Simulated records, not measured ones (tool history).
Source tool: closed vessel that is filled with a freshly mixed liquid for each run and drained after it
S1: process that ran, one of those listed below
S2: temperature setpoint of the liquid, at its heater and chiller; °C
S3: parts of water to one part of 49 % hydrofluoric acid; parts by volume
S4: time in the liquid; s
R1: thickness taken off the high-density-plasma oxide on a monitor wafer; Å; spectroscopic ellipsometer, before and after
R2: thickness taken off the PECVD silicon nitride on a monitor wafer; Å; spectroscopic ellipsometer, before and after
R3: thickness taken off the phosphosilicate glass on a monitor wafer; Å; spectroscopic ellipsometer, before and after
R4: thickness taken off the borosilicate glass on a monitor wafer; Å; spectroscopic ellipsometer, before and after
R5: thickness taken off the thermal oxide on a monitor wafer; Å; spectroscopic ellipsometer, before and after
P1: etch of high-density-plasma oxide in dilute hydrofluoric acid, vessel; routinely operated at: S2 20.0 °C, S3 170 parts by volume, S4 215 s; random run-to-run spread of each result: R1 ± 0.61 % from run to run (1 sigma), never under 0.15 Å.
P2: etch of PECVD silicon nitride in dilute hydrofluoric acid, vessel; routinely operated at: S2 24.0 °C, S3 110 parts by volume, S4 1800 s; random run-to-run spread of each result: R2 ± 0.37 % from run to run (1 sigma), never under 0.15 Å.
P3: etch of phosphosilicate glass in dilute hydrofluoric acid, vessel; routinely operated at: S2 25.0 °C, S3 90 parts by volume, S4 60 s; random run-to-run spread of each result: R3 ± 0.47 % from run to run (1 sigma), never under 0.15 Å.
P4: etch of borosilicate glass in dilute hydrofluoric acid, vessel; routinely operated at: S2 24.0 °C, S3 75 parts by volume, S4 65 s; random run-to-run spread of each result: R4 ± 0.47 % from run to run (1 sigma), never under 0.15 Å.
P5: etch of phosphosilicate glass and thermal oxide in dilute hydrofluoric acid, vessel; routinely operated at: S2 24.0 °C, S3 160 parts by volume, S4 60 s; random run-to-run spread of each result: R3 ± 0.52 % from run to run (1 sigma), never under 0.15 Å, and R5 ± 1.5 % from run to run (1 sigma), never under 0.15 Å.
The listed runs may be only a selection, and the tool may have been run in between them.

{"run": 1, "hour": 4.2, "S1": "P1", "S2": 20.0, "S3": 170, "S4": 215, "R1": 56.752}
{"run": 2, "hour": 8.3, "S1": "P2", "S2": 24.0, "S3": 190, "S4": 1800, "R2": 165.82}
{"run": 3, "hour": 10.7, "S1": "P3", "S2": 25.0, "S3": 40, "S4": 60, "R3": 2909.8}
{"run": 4, "hour": 14.4, "S1": "P1", "S2": 27.0, "S3": 170, "S4": 375, "R1": 129.94}
{"run": 5, "hour": 19.6, "S1": "P1", "S2": 20.0, "S3": 170, "S4": 325, "R1": 84.727}
{"run": 6, "hour": 24.3, "S1": "P3", "S2": 25.0, "S3": 90, "S4": 60, "R3": 1218.2}
{"run": 7, "hour": 26.7, "S1": "P1", "S2": 17.0, "S3": 170, "S4": 215, "R1": 49.813}
{"run": 8, "hour": 29.8, "S1": "P4", "S2": 24.0, "S3": 75, "S4": 65, "R4": 296.51}
{"run": 9, "hour": 34.2, "S1": "P1", "S2": 20.0, "S3": 260, "S4": 315, "R1": 49.904}
{"run": 10, "hour": 39.7, "S1": "P3", "S2": 30.0, "S3": 90, "S4": 60, "R3": 1474.2}
{"run": 11, "hour": 43.9, "S1": "P1", "S2": 20.0, "S3": 170, "S4": 65, "R1": 17.326}
{"run": 12, "hour": 49.3, "S1": "P3", "S2": 25.0, "S3": 90, "S4": 30, "R3": 608.84}
{"run": 13, "hour": 52.4, "S1": "P2", "S2": 24.0, "S3": 110, "S4": 450, "R2": 71.403}
{"run": 14, "hour": 57.2, "S1": "P4", "S2": 24.0, "S3": 75, "S4": 30, "R4": 135.2}
{"run": 15, "hour": 62.3, "S1": "P1", "S2": 20.0, "S3": 30, "S4": 215, "R1": 377.19}
{"run": 16, "hour": 65.7, "S1": "P2", "S2": 24.0, "S3": 110, "S4": 1800, "R2": 284.15}
{"run": 17, "hour": 69.6, "S1": "P5", "S2": 29.5, "S3": 160, "S4": 60, "R3": 495.89, "R5": 19.51}
{"run": 18, "hour": 74.4, "S1": "P1", "S2": 20.0, "S3": 170, "S4": 215, "R1": 56.367}
{"run": 19, "hour": 78.0, "S1": "P4", "S2": 30.0, "S3": 75, "S4": 65, "R4": 373.17}
{"run": 20, "hour": 82.0, "S1": "P1", "S2": 20.0, "S3": 170, "S4": 215, "R1": 56.671}
{"run": 21, "hour": 86.8, "S1": "P4", "S2": 24.0, "S3": 30, "S4": 65, "R4": 788.56}
{"run": 22, "hour": 89.3, "S1": "P1", "S2": 20.0, "S3": 275, "S4": 215, "R1": 31.799}
{"run": 23, "hour": 93.4, "S1": "P1", "S2": 20.0, "S3": 170, "S4": 215, "R1": 56.48}
{"run": 24, "hour": 97.4, "S1": "P5", "S2": 24.0, "S3": 160, "S4": 30, "R3": 201.53, "R5": 7.895}
{"run": 25, "hour": 101.2, "S1": "P3", "S2": 25.0, "S3": 90, "S4": 60, "R3": 1217.7}
{"run": 26, "hour": 103.6, "S1": "P2", "S2": 24.0, "S3": 110, "S4": 1800, "R2": 284.43}
{"run": 27, "hour": 107.4, "S1": "P1", "S2": 17.0, "S3": 300, "S4": 215, "R1": 25.89}
{"run": 28, "hour": 109.8, "S1": "P1", "S2": 26.5, "S3": 170, "S4": 215, "R1": 72.714}
{"run": 29, "hour": 114.8, "S1": "P1", "S2": 20.0, "S3": 170, "S4": 215, "R1": 56.946}
{"run": 30, "hour": 118.7, "S1": "P5", "S2": 24.0, "S3": 160, "S4": 60, "R3": 406.36, "R5": 15.528}
{"run": 31, "hour": 122.9, "S1": "P1", "S2": 20.0, "S3": 170, "S4": 215, "R1": 56.463}
{"run": 32, "hour": 128.0, "S1": "P2", "S2": 28.5, "S3": 110, "S4": 1800, "R2": 378.54}
{"run": 33, "hour": 130.9, "S1": "P5", "S2": 24.0, "S3": 255, "S4": 60, "R3": 230.93, "R5": 8.8993}
{"run": 34, "hour": 135.9, "S1": "P1", "S2": 20.0, "S3": 170, "S4": 215, "R1": 56.477}
{"run": 35, "hour": 138.7, "S1": "P1", "S2": 20.0, "S3": 170, "S4": 215, "R1": 57.97}
{"run": 36, "hour": 143.3, "S1": "P1", "S2": 20.0, "S3": 170, "S4": 215, "R1": 59.476}
{"run": 37, "hour": 147.9, "S1": "P1", "S2": 20.0, "S3": 170, "S4": 215, "R1": 59.277}
{"run": 38, "hour": 152.2, "S1": "P1", "S2": 20.0, "S3": 170, "S4": 215, "R1": 60.503}
{"run": 39, "hour": 157.1, "S1": "P1", "S2": 20.0, "S3": 170, "S4": 215, "R1": 60.501}
{"run": 40, "hour": 162.0, "S1": "P1", "S2": 20.0, "S3": 170, "S4": 215, "R1": 60.703}
{"run": 41, "hour": 164.6, "S1": "P1", "S2": 20.0, "S3": 170, "S4": 215, "R1": 61.649}
{"run": 42, "hour": 168.1, "S1": "P1", "S2": 20.0, "S3": 170, "S4": 215, "R1": 60.884}
{"run": 43, "hour": 173.4, "S1": "P1", "S2": 20.0, "S3": 170, "S4": 215, "R1": 60.983}
{"run": 44, "hour": 178.8, "S1": "P1", "S2": 20.0, "S3": 170, "S4": 215, "R1": 61.766}
{"run": 45, "hour": 182.3, "S1": "P1", "S2": 20.0, "S3": 170, "S4": 215, "R1": 61.489}

The output of P1 has drifted from where it used to be. Each of the 2 causes below, taken at the size shown beside it, accounts for the log equally well:
A: liquid hotter than its thermometer reads (K) = 1.99
B: hydrofluoric acid flow above the setpoint (%) = 6.83
The process output started creeping at around hour 135.9.

Below are 4 check runs, each on a single wafer, with their results shown as question marks. Which of them would tell the listed causes apart, meaning the causes would give clearly different results under it?
{"run": "check 1", "hour": 185.8, "S1": "P4", "S2": 28.5, "S3": 75, "S4": 30, "R4": "?"}
{"run": "check 2", "hour": 185.8, "S1": "P2", "S2": 24.0, "S3": 185, "S4": 1800, "R2": "?"}
{"run": "check 3", "hour": 185.8, "S1": "P3", "S2": 25.0, "S3": 50, "S4": 60, "R3": "?"}
{"run": "check 4", "hour": 185.8, "S1": "P5", "S2": 27.5, "S3": 160, "S4": 60, "R3": "?", "R5": "?"}

Check results expected under each cause:
check=check_1 result=R4 if_A=175.49 if_B=174.85
check=check_2 result=R2 if_A=192.680 if_B=181.450
check=check_3 result=R3 if_A=2496.80 if_B=2471.70
check=check_4 result=R3 if_A=497.30 if_B=500.57
check=check_4 result=R5 if_A=19.4540 if_B=19.5820
Minimum pairwise separation of causes per check, each pair taken at its best-separating result: check 1 0.36 %; check 2 6 %; check 3 1.01 %; check 4 0.66 %
Only check 2 tells the causes apart: in the others they would give nearly the same result.

With check 2 done, the readings were: R2 181.430 Å. Identify which of the listed causes applies.

Of the candidate causes, it is B: hydrofluoric acid flow above the setpoint (%).

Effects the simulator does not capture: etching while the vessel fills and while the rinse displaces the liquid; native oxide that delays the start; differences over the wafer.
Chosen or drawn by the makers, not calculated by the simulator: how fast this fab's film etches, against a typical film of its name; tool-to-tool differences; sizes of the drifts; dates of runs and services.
